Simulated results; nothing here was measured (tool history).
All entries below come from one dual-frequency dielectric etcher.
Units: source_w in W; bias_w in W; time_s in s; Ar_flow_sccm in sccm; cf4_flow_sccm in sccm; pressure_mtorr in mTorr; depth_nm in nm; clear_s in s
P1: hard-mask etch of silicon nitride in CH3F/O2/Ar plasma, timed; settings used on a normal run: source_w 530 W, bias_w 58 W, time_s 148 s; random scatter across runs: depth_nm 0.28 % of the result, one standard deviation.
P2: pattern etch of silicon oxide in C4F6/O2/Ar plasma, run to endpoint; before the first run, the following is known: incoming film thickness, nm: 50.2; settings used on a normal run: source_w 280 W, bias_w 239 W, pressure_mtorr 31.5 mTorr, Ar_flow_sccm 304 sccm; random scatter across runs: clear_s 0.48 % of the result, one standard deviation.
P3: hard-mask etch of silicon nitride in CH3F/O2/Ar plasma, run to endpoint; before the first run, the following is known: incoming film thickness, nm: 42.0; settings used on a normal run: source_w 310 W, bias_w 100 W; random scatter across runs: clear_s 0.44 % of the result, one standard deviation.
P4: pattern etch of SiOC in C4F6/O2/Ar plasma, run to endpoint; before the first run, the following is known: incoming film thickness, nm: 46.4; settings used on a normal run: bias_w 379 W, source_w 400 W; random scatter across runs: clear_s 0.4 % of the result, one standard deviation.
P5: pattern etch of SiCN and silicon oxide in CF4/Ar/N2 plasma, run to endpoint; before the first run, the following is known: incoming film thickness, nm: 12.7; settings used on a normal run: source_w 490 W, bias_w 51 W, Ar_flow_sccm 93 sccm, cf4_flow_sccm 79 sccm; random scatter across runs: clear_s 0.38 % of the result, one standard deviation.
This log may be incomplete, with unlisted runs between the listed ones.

run   hour  process  source_w  bias_w  time_s  Ar_flow_sccm  cf4_flow_sccm  pressure_mtorr  hours since the last wet clean  hours since the last source power generator calibration  hours since the last bias power generator calibration  depth_nm  clear_s
  1    5.1       P1       530      58     148                                                                        215.3                                                    358.8                                                  578.1    107.24
  2    8.7       P5       340      51                    93             79                                           218.9                                                    362.4                                                  581.7             20.307
  3   11.1       P4       400     379                                                                                221.3                                                    364.8                                                  584.1             16.961
  4   15.6       P5       490      51                    93             79                                           225.8                                                    369.3                                                  588.6             14.744
  5   19.2       P2       280     239                   385                           31.5                           229.4                                                    372.9                                                  592.2             18.045
  6   22.1       P5       490      51                    64             79                                           232.3                                                    375.8                                                  595.1             13.907
  7   24.4       P2       280     239                   304                           31.5                           234.6                                                    378.1                                                  597.4             17.389
  8     29       P4       290     379                                                                                239.2                                                    382.7                                                    602             19.222
  9   33.7       P4       400     298                                                                                243.9                                                    387.4                                                  606.7             18.394
 10   36.2       P3       220     100                                                                                246.4                                                    389.9                                                  609.2             67.092
 11   39.2       P3       310      64                                                                                249.4                                                    392.9                                                  612.2             69.249
 12   42.7       P1       530      58     148                                                                        252.9                                                    396.4                                                  615.7    107.31
 13   46.6       P1       530      58     148                                                                        256.8                                                    400.3                                                  619.6     107.5
 14     49       P1       690      58     148                                                                        259.2                                                    402.7                                                    622    118.72
 15   54.2       P1       530      58     148                                                                        264.4                                                    407.9                                                  627.2    107.28
 16   58.9       P2       200     239                   304                           31.5                           269.1                                                    412.6                                                  631.9             19.766
 17   62.7       P1       530      75     148                                                                        272.9                                                    416.4                                                  635.7    117.08
 18   66.1       P2       280     146                   304                           31.5                           276.3                                                    419.8                                                  639.1             20.399
 19   68.7       P1       530      58      82                                                                        278.9                                                    422.4                                                  641.7    59.367
 20     72       P1       410      58     148                                                                        282.2                                                    425.7                                                    645    96.644
 21   74.8       P1       530      69     195                                                                          285                                                    428.5                                                  647.8    148.76
 22   77.8       P1       530      58   183.5                                                                          288                                                    431.5                                                  650.8    132.36
 23     82       P1       530      58     148                                                                        292.2                                                    435.7                                                    655     107.1
 24   85.7       P2       280     239                   304                           37.5                           295.9                                                    439.4                                                  658.7             17.846
 25   88.3       P5       490      51                    93             79                                           298.5                                                      442                                                  661.3             14.671
      89.5  -- wet clean of the chamber
 26   92.5       P1       530      38     148                                                                          3.1                                                    446.2                                                  665.5    94.692
 27     97       P1       530      58     148                                                                          7.6                                                    450.7                                                    670    107.35
 28  100.7       P5       490      51                    93            108                                            11.3                                                    454.4                                                  673.7             14.134
 29  103.6       P5       490      30                    93             79                                            14.2                                                    457.3                                                  676.6             17.031
 30  108.6       P3       310     100                                                                                 19.2                                                    462.3                                                  681.6             58.737
 31  111.7       P1       530      58     148                                                                         22.3                                                    465.4                                                  684.7    107.78
 32  114.6       P1       530      58     148                                                                         25.2                                                    468.3                                                  687.6    106.69
 33  117.8       P1       530      58     148                                                                         28.4                                                    471.5                                                  690.8    106.66
 34  120.8       P1       530      58     148                                                                         31.4                                                    474.5                                                  693.8    106.07
 35  125.7       P1       530      58     148                                                                         36.3                                                    479.4                                                  698.7    105.86
 36  128.8       P1       530      58     148                                                                         39.4                                                    482.5                                                  701.8    106.22
 37  132.8       P1       530      58     148                                                                         43.4                                                    486.5                                                  705.8    105.74
     133.7  -- wet clean of the chamber
 38  136.7       P1       530      58     148                                                                          3.1                                                    490.4                                                  709.7    105.87
 39  140.5       P1       530      58     148                                                                          6.9                                                    494.2                                                  713.5    105.49
 40  143.3       P1       530      58     148                                                                          9.7                                                      497                                                  716.3    105.84

What P1 gives has crept away from where it was. These 2 causes fit the log equally well, each at the size given:
A: source power that arrives under what is set, % = 3.82
B: bias power that arrives under what is set, % = 4.66
The drift started at roughly hour 111.7.
Each remaining cause and why it is not a fit:
chamber walls in a state that lowers the etch rate, %: work on it at hour 133.7, done after the drift set in, did not restore what the process gave before

The 4 check runs listed below each average the results of 2 wafers, and their outcomes are marked with question marks. Under which run would the listed causes produce clearly different results?
check 1  146.1       P2       280     239                   304                           31.5                                                                                                                                                                  ?
check 2  146.1       P3       310     100                                                                                                                                                                                                                       ?
check 3  146.1       P4       400     379                                                                                                                                                                                                                       ?
check 4  146.1       P5       490      51                    93             79                                                                                                                                                                                  ?

What every check run would give for each of its results, assuming each possible cause in turn:
  check   result    if A    if B
check 1  clear_s  17.648  17.674
check 2  clear_s  59.864  60.062
check 3  clear_s  17.275  17.318
check 4  clear_s  15.276  14.963
Minimum pairwise separation of causes per check, each pair taken at its best-separating result: check 1 0.15 %; check 2 0.33 %; check 3 0.25 %; check 4 2.07 %
Check 4 is the one run that separates the causes; every other check would come out nearly the same whichever cause is at work.

Check 4 was then run and gave: clear_s 15.303 s. Which cause is it?

It was cause A: source power that arrives under what is set, %.
